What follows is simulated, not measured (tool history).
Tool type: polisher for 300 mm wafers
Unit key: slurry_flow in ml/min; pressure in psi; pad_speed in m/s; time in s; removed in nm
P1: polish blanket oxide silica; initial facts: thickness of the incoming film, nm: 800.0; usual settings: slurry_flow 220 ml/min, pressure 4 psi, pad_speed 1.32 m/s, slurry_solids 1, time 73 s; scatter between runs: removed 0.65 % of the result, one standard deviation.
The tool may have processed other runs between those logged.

{"run": 1, "hour": 8.7, "slurry_flow": 220, "pressure": 4, "pad_speed": 1.32, "slurry_solids": 1, "time": 73, "removed": 295.28}
{"run": 2, "hour": 24.3, "slurry_flow": 220, "pressure": 4, "pad_speed": 1.32, "slurry_solids": 0.65, "time": 73, "removed": 235.17}
{"run": 3, "hour": 32.7, "slurry_flow": 220, "pressure": 5.2, "pad_speed": 1.32, "slurry_solids": 1, "time": 73, "removed": 384.05}
{"run": 4, "hour": 42.5, "slurry_flow": 220, "pressure": 4, "pad_speed": 1.32, "slurry_solids": 1, "time": 73, "removed": 292.88}
{"run": 5, "hour": 54.7, "slurry_flow": 220, "pressure": 5.1, "pad_speed": 1.9, "slurry_solids": 1, "time": 73, "removed": 502.19}
{"run": 6, "hour": 64.2, "slurry_flow": 220, "pressure": 4, "pad_speed": 1.32, "slurry_solids": 1, "time": 102, "removed": 410.79}
{"run": 7, "hour": 78.6, "slurry_flow": 220, "pressure": 4, "pad_speed": 1.32, "slurry_solids": 1, "time": 73, "removed": 296.5}
{"run": 8, "hour": 96.6, "slurry_flow": 220, "pressure": 4, "pad_speed": 1.76, "slurry_solids": 1, "time": 73, "removed": 370.34}
{"run": 9, "hour": 113.8, "slurry_flow": 220, "pressure": 5.1, "pad_speed": 1.98, "slurry_solids": 1, "time": 73, "removed": 521.73}
{"run": 10, "hour": 127.8, "slurry_flow": 220, "pressure": 4, "pad_speed": 1.32, "slurry_solids": 1.3, "time": 73, "removed": 332.68}
{"run": 11, "hour": 140.6, "slurry_flow": 130, "pressure": 4, "pad_speed": 1.32, "slurry_solids": 1, "time": 73, "removed": 272.38}
{"run": 12, "hour": 149.3, "slurry_flow": 220, "pressure": 4, "pad_speed": 1.32, "slurry_solids": 1, "time": 73, "removed": 292.54}
{"hour": 151.8, "done": "conditioning disc replaced and pad reconditioned"}
{"run": 13, "hour": 158.4, "slurry_flow": 220, "pressure": 4, "pad_speed": 0.6, "slurry_solids": 1, "time": 73, "removed": 156.78}
{"run": 14, "hour": 169.5, "slurry_flow": 220, "pressure": 4, "pad_speed": 1.32, "slurry_solids": 1, "time": 34, "removed": 137.74}
{"hour": 169.8, "done": "slurry nozzle cleaned"}
{"run": 15, "hour": 185.4, "slurry_flow": 280, "pressure": 4, "pad_speed": 1.32, "slurry_solids": 1, "time": 73, "removed": 302.33}
{"run": 16, "hour": 201.5, "slurry_flow": 130, "pressure": 4.9, "pad_speed": 1.32, "slurry_solids": 1, "time": 73, "removed": 329.9}
{"run": 17, "hour": 217.5, "slurry_flow": 220, "pressure": 2.4, "pad_speed": 1.32, "slurry_solids": 1, "time": 73, "removed": 177.03}
{"run": 18, "hour": 226.5, "slurry_flow": 220, "pressure": 4, "pad_speed": 1.32, "slurry_solids": 1, "time": 73, "removed": 294.62}
{"run": 19, "hour": 235.2, "slurry_flow": 220, "pressure": 4, "pad_speed": 1.32, "slurry_solids": 1, "time": 73, "removed": 290.38}
{"run": 20, "hour": 248.7, "slurry_flow": 220, "pressure": 4, "pad_speed": 1.32, "slurry_solids": 1, "time": 73, "removed": 277.43}
{"run": 21, "hour": 264.1, "slurry_flow": 220, "pressure": 4, "pad_speed": 1.32, "slurry_solids": 1, "time": 73, "removed": 272.84}
{"hour": 275.6, "done": "head pressure recalibrated"}
{"hour": 281.5, "done": "conditioning disc replaced and pad reconditioned"}
{"run": 22, "hour": 282.0, "slurry_flow": 220, "pressure": 4, "pad_speed": 1.32, "slurry_solids": 1, "time": 73, "removed": 271.34}
{"run": 23, "hour": 295.0, "slurry_flow": 220, "pressure": 4, "pad_speed": 1.32, "slurry_solids": 1, "time": 73, "removed": 267.83}
{"hour": 301.5, "done": "slurry nozzle cleaned"}
{"run": 24, "hour": 312.0, "slurry_flow": 220, "pressure": 4, "pad_speed": 1.32, "slurry_solids": 1, "time": 73, "removed": 265.8}
{"run": 25, "hour": 328.5, "slurry_flow": 220, "pressure": 4, "pad_speed": 1.32, "slurry_solids": 1, "time": 73, "removed": 265.42}
{"run": 26, "hour": 342.6, "slurry_flow": 220, "pressure": 4, "pad_speed": 1.32, "slurry_solids": 1, "time": 73, "removed": 262.03}
{"run": 27, "hour": 351.0, "slurry_flow": 220, "pressure": 4, "pad_speed": 1.32, "slurry_solids": 1, "time": 73, "removed": 262.96}

What P1 gives has crept off from where it sat before. The 2 causes that follow fit the log equally well, each at the size noted:
A: removal rate lost through wear of the pad, % = 10.9
B: abrasive missing from the slurry, % = 21.3
At approximately hour 226.5, the process output began to creep.
What rules out each remaining cause:
slurry flow missing at the pad, %: was serviced at hour 301.5, once the creep was under way, yet the earlier output never came back
head's pressure below its setpoint, %: was serviced at hour 275.6, once the creep was under way, yet the earlier output never came back
time polished since the conditioner stopped cutting, s: was serviced at hour 281.5, once the creep was under way, yet the earlier output never came back

You are offered 4 check runs, listed below with question marks in place of their results; each one averages 5 wafers. Which run separates the listed causes by giving clearly different results for each?
{"run": "check 1", "hour": 359.4, "slurry_flow": 130, "pressure": 4, "pad_speed": 1.32, "slurry_solids": 1, "time": 88, "removed": "?"}
{"run": "check 2", "hour": 359.4, "slurry_flow": 220, "pressure": 4, "pad_speed": 1.32, "slurry_solids": 0.65, "time": 73, "removed": "?"}
{"run": "check 3", "hour": 359.4, "slurry_flow": 220, "pressure": 4, "pad_speed": 0.6, "slurry_solids": 1, "time": 73, "removed": "?"}
{"run": "check 4", "hour": 359.4, "slurry_flow": 220, "pressure": 5.2, "pad_speed": 1.32, "slurry_solids": 1, "time": 73, "removed": "?"}

Predicted outcomes, by check and by cause:
check=check_1 result=removed if_A=291.3 if_B=291.13
check=check_2 result=removed if_A=210.8 if_B=205.36
check=check_3 result=removed if_A=139.64 if_B=139.56
check=check_4 result=removed if_A=341.12 if_B=340.91
How far apart the two closest causes lie, in the result that separates them most: check 1 0.06 %; check 2 2.61 %; check 3 0.06 %; check 4 0.06 %
The causes can be told apart only by check 2. The other checks would give nearly the same results under each of them.

After running check 2, the following was obtained: removed 205.41 nm. Which cause does this point to?

B is the cause: abrasive missing from the slurry, %.
